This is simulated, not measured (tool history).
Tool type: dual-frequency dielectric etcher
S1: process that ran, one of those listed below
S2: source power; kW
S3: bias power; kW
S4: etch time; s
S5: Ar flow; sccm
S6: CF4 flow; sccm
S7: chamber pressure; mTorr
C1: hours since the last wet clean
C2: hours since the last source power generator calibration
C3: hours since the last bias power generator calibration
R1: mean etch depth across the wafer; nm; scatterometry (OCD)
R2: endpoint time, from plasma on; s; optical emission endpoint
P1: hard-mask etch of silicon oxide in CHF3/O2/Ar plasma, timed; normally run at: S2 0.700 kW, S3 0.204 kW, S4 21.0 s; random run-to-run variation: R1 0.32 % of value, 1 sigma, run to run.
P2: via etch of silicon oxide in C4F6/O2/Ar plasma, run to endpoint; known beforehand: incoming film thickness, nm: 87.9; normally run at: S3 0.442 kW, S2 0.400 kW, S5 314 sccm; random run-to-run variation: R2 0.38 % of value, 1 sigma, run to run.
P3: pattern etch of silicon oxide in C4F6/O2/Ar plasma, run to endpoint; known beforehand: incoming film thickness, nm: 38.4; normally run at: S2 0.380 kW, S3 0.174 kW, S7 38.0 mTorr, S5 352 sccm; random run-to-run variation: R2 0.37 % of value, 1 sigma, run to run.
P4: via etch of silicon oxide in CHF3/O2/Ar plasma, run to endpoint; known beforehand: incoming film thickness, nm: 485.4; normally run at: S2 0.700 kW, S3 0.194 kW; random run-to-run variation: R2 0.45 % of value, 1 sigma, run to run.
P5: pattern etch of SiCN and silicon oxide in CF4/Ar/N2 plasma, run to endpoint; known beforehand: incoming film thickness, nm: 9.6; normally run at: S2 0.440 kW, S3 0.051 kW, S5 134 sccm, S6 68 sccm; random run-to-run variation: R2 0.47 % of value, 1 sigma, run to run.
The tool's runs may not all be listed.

{"run": 1, "hour": 10.6, "S1": "P1", "S2": 0.7, "S3": 0.204, "S4": 21.0, "C1": 450.0, "C2": 456.1, "C3": 1599.3, "R1": 45.053}
{"run": 2, "hour": 25.1, "S1": "P2", "S2": 0.4, "S3": 0.442, "S5": 314, "C1": 464.5, "C2": 470.6, "C3": 1613.8, "R2": 20.305}
{"run": 3, "hour": 40.5, "S1": "P1", "S2": 0.7, "S3": 0.204, "S4": 21.0, "C1": 479.9, "C2": 486.0, "C3": 1629.2, "R1": 45.14}
{"run": 4, "hour": 48.6, "S1": "P5", "S2": 0.44, "S3": 0.051, "S5": 134, "S6": 68, "C1": 488.0, "C2": 494.1, "C3": 1637.3, "R2": 13.132}
{"run": 5, "hour": 63.4, "S1": "P1", "S2": 0.7, "S3": 0.272, "S4": 11.5, "C1": 502.8, "C2": 508.9, "C3": 1652.1, "R1": 27.355}
{"run": 6, "hour": 71.7, "S1": "P2", "S2": 0.4, "S3": 0.536, "S5": 314, "C1": 511.1, "C2": 517.2, "C3": 1660.4, "R2": 18.795}
{"run": 7, "hour": 84.1, "S1": "P1", "S2": 0.7, "S3": 0.204, "S4": 21.0, "C1": 523.5, "C2": 529.6, "C3": 1672.8, "R1": 45.043}
{"run": 8, "hour": 93.3, "S1": "P1", "S2": 0.92, "S3": 0.204, "S4": 21.0, "C1": 532.7, "C2": 538.8, "C3": 1682.0, "R1": 50.183}
{"run": 9, "hour": 101.8, "S1": "P5", "S2": 0.28, "S3": 0.051, "S5": 134, "S6": 68, "C1": 541.2, "C2": 547.3, "C3": 1690.5, "R2": 19.695}
{"run": 10, "hour": 115.3, "S1": "P1", "S2": 0.7, "S3": 0.204, "S4": 31.0, "C1": 554.7, "C2": 560.8, "C3": 1704.0, "R1": 66.509}
{"run": 11, "hour": 130.3, "S1": "P3", "S2": 0.26, "S3": 0.174, "S5": 352, "S7": 38.0, "C1": 569.7, "C2": 575.8, "C3": 1719.0, "R2": 15.328}
{"run": 12, "hour": 140.0, "S1": "P1", "S2": 0.45, "S3": 0.204, "S4": 21.0, "C1": 579.4, "C2": 585.5, "C3": 1728.7, "R1": 38.314}
{"run": 13, "hour": 152.6, "S1": "P3", "S2": 0.38, "S3": 0.174, "S5": 352, "S7": 26.5, "C1": 592.0, "C2": 598.1, "C3": 1741.3, "R2": 12.811}
{"run": 14, "hour": 164.6, "S1": "P3", "S2": 0.38, "S3": 0.174, "S5": 352, "S7": 38.0, "C1": 604.0, "C2": 610.1, "C3": 1753.3, "R2": 13.256}
{"run": 15, "hour": 178.3, "S1": "P4", "S2": 0.7, "S3": 0.194, "C1": 617.7, "C2": 623.8, "C3": 1767.0, "R2": 223.07}
{"run": 16, "hour": 192.8, "S1": "P5", "S2": 0.44, "S3": 0.051, "S5": 134, "S6": 68, "C1": 632.2, "C2": 638.3, "C3": 1781.5, "R2": 13.059}
{"hour": 202.2, "done": "source power generator calibrated"}
{"run": 17, "hour": 207.9, "S1": "P3", "S2": 0.38, "S3": 0.174, "S5": 352, "S7": 38.0, "C1": 647.3, "C2": 5.8, "C3": 1796.6, "R2": 13.312}
{"run": 18, "hour": 223.6, "S1": "P1", "S2": 0.7, "S3": 0.204, "S4": 21.0, "C1": 663.0, "C2": 21.5, "C3": 1812.3, "R1": 45.262}
{"run": 19, "hour": 235.9, "S1": "P2", "S2": 0.4, "S3": 0.442, "S5": 250, "C1": 675.3, "C2": 33.8, "C3": 1824.6, "R2": 19.836}
{"run": 20, "hour": 244.4, "S1": "P1", "S2": 0.7, "S3": 0.257, "S4": 21.0, "C1": 683.8, "C2": 42.3, "C3": 1833.1, "R1": 49.251}
{"run": 21, "hour": 255.6, "S1": "P3", "S2": 0.38, "S3": 0.174, "S5": 473, "S7": 38.0, "C1": 695.0, "C2": 53.5, "C3": 1844.3, "R2": 13.826}
{"run": 22, "hour": 266.0, "S1": "P3", "S2": 0.38, "S3": 0.114, "S5": 352, "S7": 38.0, "C1": 705.4, "C2": 63.9, "C3": 1854.7, "R2": 15.213}
{"run": 23, "hour": 276.3, "S1": "P2", "S2": 0.49, "S3": 0.442, "S5": 314, "C1": 715.7, "C2": 74.2, "C3": 1865.0, "R2": 18.811}
{"run": 24, "hour": 288.8, "S1": "P1", "S2": 0.7, "S3": 0.159, "S4": 21.0, "C1": 728.2, "C2": 86.7, "C3": 1877.5, "R1": 41.724}
{"run": 25, "hour": 302.8, "S1": "P5", "S2": 0.44, "S3": 0.051, "S5": 84, "S6": 68, "C1": 742.2, "C2": 100.7, "C3": 1891.5, "R2": 12.239}
{"run": 26, "hour": 310.3, "S1": "P5", "S2": 0.44, "S3": 0.051, "S5": 134, "S6": 55, "C1": 749.7, "C2": 108.2, "C3": 1899.0, "R2": 13.487}
{"run": 27, "hour": 324.2, "S1": "P1", "S2": 0.7, "S3": 0.204, "S4": 21.0, "C1": 763.6, "C2": 122.1, "C3": 1912.9, "R1": 45.283}
{"run": 28, "hour": 336.0, "S1": "P4", "S2": 0.7, "S3": 0.119, "C1": 775.4, "C2": 133.9, "C3": 1924.7, "R2": 261.28}
{"run": 29, "hour": 350.2, "S1": "P1", "S2": 0.7, "S3": 0.204, "S4": 15.5, "C1": 789.6, "C2": 148.1, "C3": 1938.9, "R1": 33.541}
{"run": 30, "hour": 362.5, "S1": "P5", "S2": 0.44, "S3": 0.041, "S5": 134, "S6": 68, "C1": 801.9, "C2": 160.4, "C3": 1951.2, "R2": 13.981}
{"run": 31, "hour": 377.9, "S1": "P4", "S2": 0.88, "S3": 0.194, "C1": 817.3, "C2": 175.8, "C3": 1966.6, "R2": 203.29}
{"run": 32, "hour": 390.8, "S1": "P1", "S2": 0.7, "S3": 0.204, "S4": 21.0, "C1": 830.2, "C2": 188.7, "C3": 1979.5, "R1": 45.133}
{"run": 33, "hour": 400.9, "S1": "P1", "S2": 0.7, "S3": 0.204, "S4": 21.0, "C1": 840.3, "C2": 198.8, "C3": 1989.6, "R1": 45.162}
{"run": 34, "hour": 411.1, "S1": "P1", "S2": 0.7, "S3": 0.204, "S4": 21.0, "C1": 850.5, "C2": 209.0, "C3": 1999.8, "R1": 45.353}
{"run": 35, "hour": 418.4, "S1": "P1", "S2": 0.7, "S3": 0.204, "S4": 21.0, "C1": 857.8, "C2": 216.3, "C3": 2007.1, "R1": 45.587}
{"run": 36, "hour": 433.5, "S1": "P1", "S2": 0.7, "S3": 0.204, "S4": 21.0, "C1": 872.9, "C2": 231.4, "C3": 2022.2, "R1": 45.793}
{"run": 37, "hour": 448.2, "S1": "P1", "S2": 0.7, "S3": 0.204, "S4": 21.0, "C1": 887.6, "C2": 246.1, "C3": 2036.9, "R1": 45.752}
{"run": 38, "hour": 458.0, "S1": "P1", "S2": 0.7, "S3": 0.204, "S4": 21.0, "C1": 897.4, "C2": 255.9, "C3": 2046.7, "R1": 45.766}
{"hour": 461.4, "done": "wet clean of the chamber"}
{"run": 39, "hour": 472.9, "S1": "P1", "S2": 0.7, "S3": 0.204, "S4": 21.0, "C1": 11.5, "C2": 270.8, "C3": 2061.6, "R1": 45.657}
{"run": 40, "hour": 481.2, "S1": "P1", "S2": 0.7, "S3": 0.204, "S4": 21.0, "C1": 19.8, "C2": 279.1, "C3": 2069.9, "R1": 46.065}
{"run": 41, "hour": 488.6, "S1": "P1", "S2": 0.7, "S3": 0.204, "S4": 21.0, "C1": 27.2, "C2": 286.5, "C3": 2077.3, "R1": 45.823}
{"run": 42, "hour": 503.5, "S1": "P1", "S2": 0.7, "S3": 0.204, "S4": 21.0, "C1": 42.1, "C2": 301.4, "C3": 2092.2, "R1": 45.935}
{"run": 43, "hour": 517.6, "S1": "P1", "S2": 0.7, "S3": 0.204, "S4": 21.0, "C1": 56.2, "C2": 315.5, "C3": 2106.3, "R1": 45.778}

What P1 gives has crept off from where it sat before. The 2 causes that follow fit the log equally well, each at the size noted:
A: bias power that arrives over what is set, % = 4.71
B: source power that arrives over what is set, % = 4.22
The drift started at roughly hour 390.8.
Every other cause this tool's parts could produce, and why it does not fit the log:
chamber walls in a state that raises the etch rate, %: was serviced at hour 461.4, once the creep was under way, yet the earlier output never came back

You are offered 4 check runs, listed below with question marks in place of their results; each one averages 3 wafers. Which run separates the listed causes by giving clearly different results for each?
{"run": "check 1", "hour": 531.7, "S1": "P5", "S2": 0.44, "S3": 0.051, "S5": 134, "S6": 68, "R2": "?"}
{"run": "check 2", "hour": 531.7, "S1": "P2", "S2": 0.4, "S3": 0.442, "S5": 314, "R2": "?"}
{"run": "check 3", "hour": 531.7, "S1": "P3", "S2": 0.38, "S3": 0.174, "S5": 352, "S7": 38.0, "R2": "?"}
{"run": "check 4", "hour": 531.7, "S1": "P4", "S2": 0.7, "S3": 0.194, "R2": "?"}

If the cause were each of the candidates in turn, the checks would give the following:
check=check_1 result=R2 if_A=12.917 if_B=12.645
check=check_2 result=R2 if_A=19.958 if_B=19.990
check=check_3 result=R2 if_A=13.163 if_B=13.142
check=check_4 result=R2 if_A=219.440 if_B=219.400
Per check, the gap between the least separated pair of causes, taken in the result that splits them most: check 1 2.13 %; check 2 0.16 %; check 3 0.16 %; check 4 0.02 %
The causes can be told apart only by check 1. The other checks would give nearly the same results under each of them.

The results of check 1 are: R2 12.909 s. Based on these, which of the listed causes is it?

The correct cause is A, namely: bias power that arrives over what is set, %.
